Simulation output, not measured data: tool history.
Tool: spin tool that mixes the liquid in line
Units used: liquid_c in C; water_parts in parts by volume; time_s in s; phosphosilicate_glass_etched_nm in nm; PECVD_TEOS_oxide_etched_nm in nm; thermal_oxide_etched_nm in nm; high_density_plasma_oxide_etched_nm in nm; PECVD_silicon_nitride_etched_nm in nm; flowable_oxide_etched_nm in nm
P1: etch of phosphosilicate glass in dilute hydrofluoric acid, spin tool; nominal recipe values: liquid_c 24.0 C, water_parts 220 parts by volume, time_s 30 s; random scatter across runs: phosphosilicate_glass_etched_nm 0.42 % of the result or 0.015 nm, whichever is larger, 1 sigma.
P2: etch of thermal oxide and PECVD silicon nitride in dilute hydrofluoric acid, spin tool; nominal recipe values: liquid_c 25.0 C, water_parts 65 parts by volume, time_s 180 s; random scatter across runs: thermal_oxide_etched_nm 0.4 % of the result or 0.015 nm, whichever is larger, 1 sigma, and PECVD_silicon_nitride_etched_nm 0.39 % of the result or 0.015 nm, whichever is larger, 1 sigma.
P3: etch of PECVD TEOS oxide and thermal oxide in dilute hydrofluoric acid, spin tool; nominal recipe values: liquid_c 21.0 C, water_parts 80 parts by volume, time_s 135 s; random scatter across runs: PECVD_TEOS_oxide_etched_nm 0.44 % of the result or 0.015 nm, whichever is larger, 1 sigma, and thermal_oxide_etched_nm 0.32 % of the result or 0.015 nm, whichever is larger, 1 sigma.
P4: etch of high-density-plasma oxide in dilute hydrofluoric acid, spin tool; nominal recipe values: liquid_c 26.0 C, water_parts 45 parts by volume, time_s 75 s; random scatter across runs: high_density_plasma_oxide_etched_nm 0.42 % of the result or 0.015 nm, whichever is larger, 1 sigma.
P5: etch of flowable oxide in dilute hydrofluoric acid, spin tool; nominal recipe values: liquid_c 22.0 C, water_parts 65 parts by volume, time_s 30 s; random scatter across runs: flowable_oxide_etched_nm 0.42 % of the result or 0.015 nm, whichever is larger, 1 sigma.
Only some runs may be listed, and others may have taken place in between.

run   hour  process  liquid_c  water_parts  time_s  hours since the thermometer was replaced  hours since the hydrofluoric acid flow meter was replaced  phosphosilicate_glass_etched_nm  PECVD_TEOS_oxide_etched_nm  thermal_oxide_etched_nm  high_density_plasma_oxide_etched_nm  PECVD_silicon_nitride_etched_nm  flowable_oxide_etched_nm
  1    2.1       P1      24.0          220      30                                    1194.3                                                      336.1                          15.3200
  2    5.2       P1      24.0          220      15                                    1197.4                                                      339.2                           7.6606
  3    9.4       P3      21.0           80     135                                    1201.6                                                      343.4                                                       32.262                   7.2556
  4   13.1       P1      24.0          220      30                                    1205.3                                                      347.1                          15.4000
  5   16.5       P3      21.0           80     245                                    1208.7                                                      350.5                                                       58.697                  13.0850
  6   20.6       P1      24.0          220      60                                    1212.8                                                      354.6                          30.6540
  7   24.7       P4      26.0           45      75                                    1216.9                                                      358.7                                                                                                                    10.0170
  8   28.7       P2      25.0           45     180                                    1220.9                                                      362.7                                                                               20.5730                                                               20.3320
  9   31.0       P1      24.0          220      30                                    1223.2                                                      365.0                          15.4010
 10   35.7       P1      24.0          220      30                                    1227.9                                                      369.7                          15.3140
 11   39.5       P1      24.0          220      30                                    1231.7                                                      373.5                          15.3490
 12   43.8       P5      22.0           65      15                                    1236.0                                                      377.8                                                                                                                                                                                10.001
 13   46.1       P1      28.5          220      30                                    1238.3                                                      380.1                          17.8710
 14   49.9       P4      26.0           75      75                                    1242.1                                                      383.9                                                                                                                     5.7497
 15   54.1       P1      24.0          220      30                                    1246.3                                                      388.1                          15.3110
 16   56.2       P2      25.0           65      30                                    1248.4                                                      390.2                                                                                2.3228                                                                2.3489
 17   60.8       P5      18.5           65      30                                    1253.0                                                      394.8                                                                                                                                                                                17.180
 18   64.4       P2      25.0           65     180                                    1256.6                                                      398.4                                                                               13.9150                                                               14.1830
 19   66.6       P4      18.5           45      75                                    1258.8                                                      400.6                                                                                                                     7.3528
 20   70.5       P1      17.0           45      30                                    1262.7                                                      404.5                          68.4120
 21   74.5       P3      21.0           80     135                                    1266.7                                                      408.5                                                       32.189                   7.2144
 22   78.8       P1      24.0          335      30                                    1271.0                                                      412.8                           8.9668
 23   81.3       P5      22.0           65      30                                    1273.5                                                      415.3                                                                                                                                                                                19.903
 24   85.0       P2      31.5           65     180                                    1277.2                                                      419.0                                                                               17.8400                                                               21.8350
 25   87.2       P1      24.0          100      15                                    1279.4                                                      421.2                          19.2910
 26   89.7       P2      25.0           65     180                                    1281.9                                                      423.7                                                                               13.8310                                                               14.0850
 27   93.1       P3      21.0          135     135                                    1285.3                                                      427.1                                                       17.954                   4.0338
 28   95.3       P1      24.0          220      30                                    1287.5                                                      429.3                          15.2780
 29   97.9       P1      19.5          220      30                                    1290.1                                                      431.9                          12.9410
 30  100.9       P1      17.5          355      30                                    1293.1                                                      434.9                           6.6687
 31  104.6       P3      28.5           80     135                                    1296.8                                                      438.6                                                       43.279                   9.7155
 32  106.9       P5      22.0          115      30                                    1299.1                                                      440.9                                                                                                                                                                                10.565
 33  111.6       P1      24.0           65      30                                    1303.8                                                      445.6                          61.9560
 34  115.6       P4      26.0           45      15                                    1307.8                                                      449.6                                                                                                                     1.9854
 35  119.9       P4      26.0           45      75                                    1312.1                                                      453.9                                                                                                                     9.9905
 36  123.8       P1      24.0          220      30                                    1316.0                                                      457.8                          15.2490
 37  127.8       P1      24.0          220      30                                    1320.0                                                      461.8                          15.9240
 38  131.2       P1      24.0          220      30                                    1323.4                                                      465.2                          15.8930
 39  133.9       P1      24.0          220      30                                    1326.1                                                      467.9                          16.0470
 40  136.2       P1      24.0          220      30                                    1328.4                                                      470.2                          16.0930
 41  139.5       P1      24.0          220      30                                    1331.7                                                      473.5                          16.3330
 42  143.9       P1      24.0          220      30                                    1336.1                                                      477.9                          16.2470
 43  147.4       P1      24.0          220      30                                    1339.6                                                      481.4                          16.2530

The log shows P1 creeping away from where it was. Any of the 2 causes listed here, at the size stated for it, fits the log just as well as the others:
A: liquid hotter than its thermometer reads (K) = 1.69
B: hydrofluoric acid flow above the setpoint (%) = 5.08
The gradual shift began around hour 123.8.

4 check runs are offered, one wafer each, their results left as question marks. Which one tells the causes apart?
check 1  150.9       P4      26.0           65      15                                                                                                                                                                                                                               ?
check 2  150.9       P3      21.0          125     135                                                                                                                                                                 ?                        ?
check 3  150.9       P2      25.0           65      40                                                                                                                                                                                          ?                                                                     ?
check 4  150.9       P5      22.0          110      15                                                                                                                                                                                                                                                                                          ?

What each check would give under each cause:
  check                               result    if A    if B
check 1  high_density_plasma_oxide_etched_nm  1.4410  1.4219
check 2           PECVD_TEOS_oxide_etched_nm  20.912  20.685
check 2              thermal_oxide_etched_nm  4.6980  4.6470
check 3              thermal_oxide_etched_nm  3.3068  3.2608
check 3      PECVD_silicon_nitride_etched_nm  3.5401  3.3245
check 4             flowable_oxide_etched_nm  5.9546  5.8869
Smallest distance between any two causes, each pair judged by its most separating result, in per cent: check 1 1.33 %; check 2 1.09 %; check 3 6.28 %; check 4 1.14 %
Check 3 tells the causes apart: in the others they would give nearly the same result.

Check 3 was then run and gave: thermal_oxide_etched_nm 3.2604 nm; PECVD_silicon_nitride_etched_nm 3.3466 nm. Which cause is it?

It was cause B: hydrofluoric acid flow above the setpoint (%).
